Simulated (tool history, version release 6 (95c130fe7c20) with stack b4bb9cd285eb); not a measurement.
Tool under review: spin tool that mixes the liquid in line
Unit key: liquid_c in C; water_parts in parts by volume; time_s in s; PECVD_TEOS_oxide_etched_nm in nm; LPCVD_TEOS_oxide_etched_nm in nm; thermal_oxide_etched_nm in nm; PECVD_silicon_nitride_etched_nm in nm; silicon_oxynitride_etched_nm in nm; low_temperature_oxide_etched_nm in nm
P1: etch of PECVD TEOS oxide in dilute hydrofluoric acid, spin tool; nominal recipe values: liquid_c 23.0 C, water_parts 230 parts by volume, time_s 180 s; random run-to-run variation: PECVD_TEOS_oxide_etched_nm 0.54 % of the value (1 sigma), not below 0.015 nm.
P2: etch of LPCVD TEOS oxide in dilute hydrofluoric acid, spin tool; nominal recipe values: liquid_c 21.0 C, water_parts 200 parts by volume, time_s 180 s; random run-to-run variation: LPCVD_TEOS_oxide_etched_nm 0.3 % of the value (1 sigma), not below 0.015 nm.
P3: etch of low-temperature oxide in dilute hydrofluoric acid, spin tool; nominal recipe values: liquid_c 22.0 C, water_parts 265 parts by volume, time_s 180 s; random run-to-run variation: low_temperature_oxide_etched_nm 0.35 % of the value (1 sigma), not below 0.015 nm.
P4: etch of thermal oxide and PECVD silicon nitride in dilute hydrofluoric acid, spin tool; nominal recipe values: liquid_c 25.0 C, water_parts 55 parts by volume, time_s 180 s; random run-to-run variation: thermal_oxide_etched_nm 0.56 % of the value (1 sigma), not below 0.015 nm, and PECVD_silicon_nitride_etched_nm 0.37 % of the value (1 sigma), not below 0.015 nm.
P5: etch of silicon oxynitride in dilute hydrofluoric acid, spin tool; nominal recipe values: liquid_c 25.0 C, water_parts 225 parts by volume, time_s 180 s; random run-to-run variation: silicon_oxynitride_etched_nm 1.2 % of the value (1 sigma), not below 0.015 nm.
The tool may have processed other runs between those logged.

run	hour	process	liquid_c	water_parts	time_s	hours since the thermometer was replaced	hours since the hydrofluoric acid flow meter was replaced	PECVD_TEOS_oxide_etched_nm	LPCVD_TEOS_oxide_etched_nm	thermal_oxide_etched_nm	PECVD_silicon_nitride_etched_nm	silicon_oxynitride_etched_nm	low_temperature_oxide_etched_nm
1	9.1	P1	23.0	230	180	234.5	915.4	8.3910					
2	17.8	P2	21.0	200	50	243.2	924.1		7.2415				
3	24.0	P4	20.0	55	180	249.4	930.3			14.0890	12.4890		
4	28.9	P5	17.5	225	180	254.3	935.2					1.32990	
5	37.3	P4	25.0	55	15	262.7	943.6			1.4578	1.4460		
6	45.0	P1	23.0	230	180	270.4	951.3	8.5383					
7	50.4	P1	28.0	230	180	275.8	956.7	10.0710					
8	59.9	P2	17.0	200	180	285.3	966.2		22.1930				
9	65.7	P2	21.0	200	180	291.1	972.0		25.9670				
10	72.3	P1	27.5	305	180	297.7	978.6	6.9025					
11	77.0	P5	25.0	225	180	302.4	983.3					1.88940	
12	84.0	P1	23.0	105	180	309.4	990.3	21.2950					
13	90.8	P3	22.0	265	180	316.2	997.1						7.3493
14	100.0	P1	17.5	230	180	325.4	1006.3	6.8740					
15	107.8	P3	22.0	265	345	333.2	1014.1						14.2110
16	112.5	P1	23.0	385	285	337.9	1018.8	6.8904					
17	116.8	P1	23.0	230	320	342.2	1023.1	15.0490					
18	125.7	P4	25.0	55	180	351.1	1032.0			17.3350	17.5580		
19	133.5	P5	25.0	225	40	358.9	1039.8					0.39967	
20	139.1	P1	23.0	395	180	364.5	1045.4	4.1757					
21	147.0	P1	23.0	230	180	372.4	1053.3	8.4373					
22	154.2	P5	25.0	335	180	379.6	1060.5					1.15440	
23	159.5	P1	23.0	230	180	384.9	1065.8	8.3984					
24	167.2	P1	23.0	230	180	392.6	1073.5	8.4603					
25	176.1	P2	21.0	65	180	401.5	1082.4		92.5710				
26	183.1	P3	29.0	265	180	408.5	1089.4						9.4735
27	190.6	P3	22.0	265	180	416.0	1096.9						7.3921
28	198.5	P1	23.0	230	180	423.9	1104.8	8.3859					
29	203.2	P5	25.0	225	180	428.6	1109.5					1.88640	
30	210.3	P4	25.0	100	180	435.7	1116.6			8.9920	9.7929		
31	219.4	P3	22.0	140	180	444.8	1125.7						15.9280
32	228.5	P1	23.0	230	30	453.9	1134.8	1.4084					
33	236.7	P1	29.5	85	180	462.1	1143.0	34.7070					
34	243.1	P1	23.0	230	180	468.5	1149.4	8.4549					
35	250.8	P1	23.0	230	180	476.2	1157.1	8.1535					
36	256.9	P1	23.0	230	180	482.3	1163.2	8.0420					
37	263.4	P1	23.0	230	180	488.8	1169.7	7.9790					
38	272.5	P1	23.0	230	180	497.9	1178.8	7.9766					
39	277.3	P1	23.0	230	180	502.7	1183.6	7.9872					
40	285.3	P1	23.0	230	180	510.7	1191.6	7.8889					
41	292.0	P1	23.0	230	180	517.4	1198.3	7.9341					
42	299.5	P1	23.0	230	180	524.9	1205.8	7.9764					

Compared with where it was, what P1 gives has crept away. Each cause listed below fits the log as well as the rest, at the size given for it:
A: liquid colder than its thermometer reads (K) = 1.69
B: hydrofluoric acid flow below the setpoint (%) = 4.91
The onset of the drift is placed at about hour 243.1.

Consider the 4 single-wafer check runs listed below, results given as question marks: which one distinguishes between the causes by giving clearly different results for each?
check 1	307.0	P2	21.0	200	180				?				
check 2	307.0	P5	25.0	225	180							?	
check 3	307.0	P4	25.0	55	180					?	?		
check 4	307.0	P3	22.0	265	180								?

Check results expected under each cause:
check	result	if A	if B
check 1	LPCVD_TEOS_oxide_etched_nm	24.3340	24.4430
check 2	silicon_oxynitride_etched_nm	1.69460	1.72060
check 3	thermal_oxide_etched_nm	16.1600	16.4040
check 3	PECVD_silicon_nitride_etched_nm	15.6850	16.7240
check 4	low_temperature_oxide_etched_nm	6.9678	6.9582
Separation of the two closest causes in each check, using whichever result separates them best: check 1 0.45 %; check 2 1.52 %; check 3 6.41 %; check 4 0.14 %
Only check 3 tells the causes apart: in the others they would give nearly the same result.

The results of check 3 are: thermal_oxide_etched_nm 16.2250 nm; PECVD_silicon_nitride_etched_nm 15.6880 nm. Based on these, which of the listed causes is it?

The correct cause is A, namely: liquid colder than its thermometer reads (K).

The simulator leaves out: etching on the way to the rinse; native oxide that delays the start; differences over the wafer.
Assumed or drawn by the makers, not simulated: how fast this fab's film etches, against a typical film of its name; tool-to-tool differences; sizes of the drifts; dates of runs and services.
